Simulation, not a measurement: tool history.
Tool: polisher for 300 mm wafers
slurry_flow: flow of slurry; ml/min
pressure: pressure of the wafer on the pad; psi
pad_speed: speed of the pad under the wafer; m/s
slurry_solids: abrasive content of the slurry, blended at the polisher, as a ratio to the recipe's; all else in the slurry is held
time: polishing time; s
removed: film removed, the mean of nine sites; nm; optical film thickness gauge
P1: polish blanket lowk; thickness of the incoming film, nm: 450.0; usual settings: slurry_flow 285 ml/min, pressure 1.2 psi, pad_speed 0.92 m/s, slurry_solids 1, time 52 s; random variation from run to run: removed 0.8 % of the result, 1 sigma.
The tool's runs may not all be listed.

| run | hour | slurry_flow | pressure | pad_speed | slurry_solids | time | removed |
|---|---|---|---|---|---|---|---|
| 1 | 7.2 | 285 | 1.2 | 0.92 | 1 | 52 | 14.01 |
| 2 | 11.6 | 285 | 1.2 | 0.58 | 1 | 52 | 9.7328 |
| 3 | 15.8 | 285 | 0.6 | 0.92 | 1 | 52 | 7.0083 |
| 4 | 21.1 | 285 | 1.2 | 0.92 | 0.55 | 52 | 10.483 |
| 5 | 28.6 | 285 | 1.2 | 0.92 | 1 | 23 | 6.1939 |
| 6 | 35.6 | 285 | 1.9 | 0.92 | 1 | 52 | 22.234 |
| 7 | 42.7 | 285 | 1.2 | 1.38 | 1 | 52 | 19.599 |
| 8 | 48 | 215 | 1.2 | 0.7 | 1 | 52 | 11.044 |
| 9 | 53.6 | 285 | 1.2 | 0.92 | 1 | 52 | 14.138 |
| 10 | 60.2 | 285 | 1.2 | 0.92 | 1.35 | 52 | 16.131 |
| 11 | 66.9 | 180 | 1.2 | 0.92 | 1 | 52 | 13.339 |
| 12 | 73.8 | 355 | 1.2 | 0.92 | 0.75 | 52 | 12.534 |
| 13 | 78 | 285 | 1.2 | 0.92 | 1 | 52 | 14.208 |
| 14 | 82 | 285 | 1.2 | 0.92 | 1 | 82 | 22.198 |
| 15 | 87.4 | 285 | 1.2 | 0.92 | 1 | 52 | 14.157 |
|  | 90.6 | slurry blender recalibrated |
| 16 | 93.8 | 285 | 1.2 | 0.92 | 1 | 52 | 14.204 |
| 17 | 99 | 285 | 1.2 | 0.92 | 1 | 52 | 14.13 |
| 18 | 105.7 | 445 | 1.2 | 0.92 | 1 | 52 | 14.654 |
| 19 | 112.9 | 285 | 1.2 | 1.34 | 1.35 | 52 | 21.729 |
| 20 | 119.9 | 285 | 1.2 | 0.92 | 1 | 52 | 14.017 |
| 21 | 127.5 | 285 | 1.2 | 0.92 | 1 | 52 | 13.57 |
| 22 | 134.8 | 285 | 1.2 | 0.92 | 1 | 52 | 13.4 |
| 23 | 140.3 | 285 | 1.2 | 0.92 | 1 | 52 | 13.118 |
| 24 | 147.6 | 285 | 1.2 | 0.92 | 1 | 52 | 13.264 |
| 25 | 152.4 | 285 | 1.2 | 0.92 | 1 | 52 | 12.978 |
| 26 | 158.6 | 285 | 1.2 | 0.92 | 1 | 52 | 12.821 |
|  | 160.7 | slurry nozzle cleaned |
|  | 160.8 | head pressure recalibrated |
| 27 | 166.2 | 285 | 1.2 | 0.92 | 1 | 52 | 12.895 |
|  | 168.6 | conditioning disc replaced and pad reconditioned |
| 28 | 170.4 | 285 | 1.2 | 0.92 | 1 | 52 | 13.043 |
| 29 | 177.3 | 285 | 1.2 | 0.92 | 1 | 52 | 12.849 |
| 30 | 185 | 285 | 1.2 | 0.92 | 1 | 52 | 12.957 |
| 31 | 188.7 | 285 | 1.2 | 0.92 | 1 | 52 | 12.854 |

What P1 gives has crept away from where it was. These 2 causes fit the log equally well, each at the size given:
A: removal rate lost through wear of the pad, % = 9.56
B: abrasive missing from the slurry, % = 18.9
The creep began at about hour 119.9.
Why every other cause is out:
slurry flow missing at the pad, %: serviced at hour 160.7, which brought nothing back
head's pressure below its setpoint, %: serviced at hour 160.8, which brought nothing back
time polished since the conditioner stopped cutting, s: serviced at hour 168.6, which brought nothing back

4 check runs are offered, each on 5 wafers whose results are averaged, their results left as question marks. Which one tells the causes apart?
| check 1 | 192.4 | 430 | 1.2 | 0.92 | 0.55 | 52 | ? |
| check 2 | 192.4 | 395 | 1.2 | 0.92 | 1 | 52 | ? |
| check 3 | 192.4 | 285 | 1.7 | 0.92 | 1 | 39 | ? |
| check 4 | 192.4 | 195 | 0.9 | 0.92 | 1 | 52 | ? |

What each check would give under each cause:
| check | result | if A | if B |
|---|---|---|---|
| check 1 | removed | 9.6154 | 9.3229 |
| check 2 | removed | 13.118 | 13.115 |
| check 3 | removed | 13.574 | 13.571 |
| check 4 | removed | 9.1771 | 9.1753 |
How far apart the two closest causes lie, in the result that separates them most: check 1 3.09 %; check 2 0.02 %; check 3 0.02 %; check 4 0.02 %
Only check 1 tells the causes apart: in the others they would give nearly the same result.

Check 1 was then run and gave: removed 9.6819 nm. Which cause is it?

It is A: removal rate lost through wear of the pad, %.
